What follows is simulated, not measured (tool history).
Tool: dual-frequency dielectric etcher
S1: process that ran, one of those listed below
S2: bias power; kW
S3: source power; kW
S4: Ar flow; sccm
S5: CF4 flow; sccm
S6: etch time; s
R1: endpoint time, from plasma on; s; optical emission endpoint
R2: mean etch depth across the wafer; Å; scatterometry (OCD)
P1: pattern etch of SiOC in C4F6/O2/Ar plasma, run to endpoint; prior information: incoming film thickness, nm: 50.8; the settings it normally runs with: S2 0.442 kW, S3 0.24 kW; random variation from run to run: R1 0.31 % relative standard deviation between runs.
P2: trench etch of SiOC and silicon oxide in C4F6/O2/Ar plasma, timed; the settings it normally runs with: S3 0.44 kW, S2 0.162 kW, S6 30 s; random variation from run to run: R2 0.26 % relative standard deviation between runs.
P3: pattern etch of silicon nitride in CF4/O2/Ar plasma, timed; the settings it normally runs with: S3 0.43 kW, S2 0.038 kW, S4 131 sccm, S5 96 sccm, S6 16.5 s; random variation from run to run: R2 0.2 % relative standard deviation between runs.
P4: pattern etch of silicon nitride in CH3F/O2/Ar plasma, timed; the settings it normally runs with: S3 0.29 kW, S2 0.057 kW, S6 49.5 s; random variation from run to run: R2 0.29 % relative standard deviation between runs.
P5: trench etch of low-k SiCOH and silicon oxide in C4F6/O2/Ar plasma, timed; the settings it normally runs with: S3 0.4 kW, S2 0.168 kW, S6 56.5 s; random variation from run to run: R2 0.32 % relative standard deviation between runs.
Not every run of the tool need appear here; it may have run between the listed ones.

run 1 hour=4.4 | S1=P1 S2=0.442 S3=0.24 | R1=21.426
run 2 hour=9.6 | S1=P3 S2=0.052 S3=0.43 S4=131 S5=96 S6=16.5 | R2=269.15
run 3 hour=13.1 | S1=P1 S2=0.324 S3=0.24 | R1=23.846
run 4 hour=15.7 | S1=P2 S2=0.162 S3=0.44 S6=38.5 | R2=722.21
run 5 hour=18.3 | S1=P2 S2=0.206 S3=0.44 S6=30 | R2=610.42
run 6 hour=21.4 | S1=P1 S2=0.519 S3=0.29 | R1=18.761
run 7 hour=26.4 | S1=P1 S2=0.442 S3=0.32 | R1=19.314
run 8 hour=31.7 | S1=P3 S2=0.038 S3=0.43 S4=131 S5=114 S6=16.5 | R2=245.49
run 9 hour=36.7 | S1=P3 S2=0.038 S3=0.43 S4=131 S5=96 S6=16.5 | R2=238.96
run 10 hour=40.3 | S1=P3 S2=0.038 S3=0.43 S4=131 S5=96 S6=12 | R2=173.84
run 11 hour=45.2 | S1=P4 S2=0.057 S3=0.37 S6=49.5 | R2=306.9
run 12 hour=47.7 | S1=P4 S2=0.057 S3=0.29 S6=49.5 | R2=278.51
run 13 hour=51.9 | S1=P1 S2=0.319 S3=0.15 | R1=28.696
run 14 hour=54.8 | S1=P1 S2=0.337 S3=0.17 | R1=26.707
run 15 hour=58.3 | S1=P1 S2=0.442 S3=0.24 | R1=21.406
run 16 hour=63.6 | S1=P3 S2=0.038 S3=0.27 S4=131 S5=96 S6=16.5 | R2=158.84
run 17 hour=67.5 | S1=P1 S2=0.442 S3=0.24 | R1=21.406
run 18 hour=72.8 | S1=P1 S2=0.59 S3=0.24 | R1=19.251
run 19 hour=76.6 | S1=P1 S2=0.442 S3=0.15 | R1=25.369
run 20 hour=80.5 | S1=P5 S2=0.168 S3=0.24 S6=56.5 | R2=1419
run 21 hour=83.1 | S1=P5 S2=0.168 S3=0.4 S6=56.5 | R2=1734.3
run 22 hour=85.6 | S1=P5 S2=0.207 S3=0.4 S6=56.5 | R2=1851.5
run 23 hour=89.2 | S1=P5 S2=0.168 S3=0.4 S6=56.5 | R2=1734.5
run 24 hour=92.8 | S1=P2 S2=0.162 S3=0.29 S6=30 | R2=478.24
run 25 hour=96.1 | S1=P1 S2=0.442 S3=0.24 | R1=21.378
run 26 hour=99.7 | S1=P3 S2=0.038 S3=0.43 S4=131 S5=96 S6=16.5 | R2=238.59
run 27 hour=103.6 | S1=P3 S2=0.038 S3=0.43 S4=180 S5=96 S6=16.5 | R2=227.42

Estimate the outcome of run 28 from the log above:
run 28 hour=106.7 | S1=P4 S2=0.041 S3=0.29 S6=49.5 | R2=?

For run 28 the tool returned R2 249.87 Å.
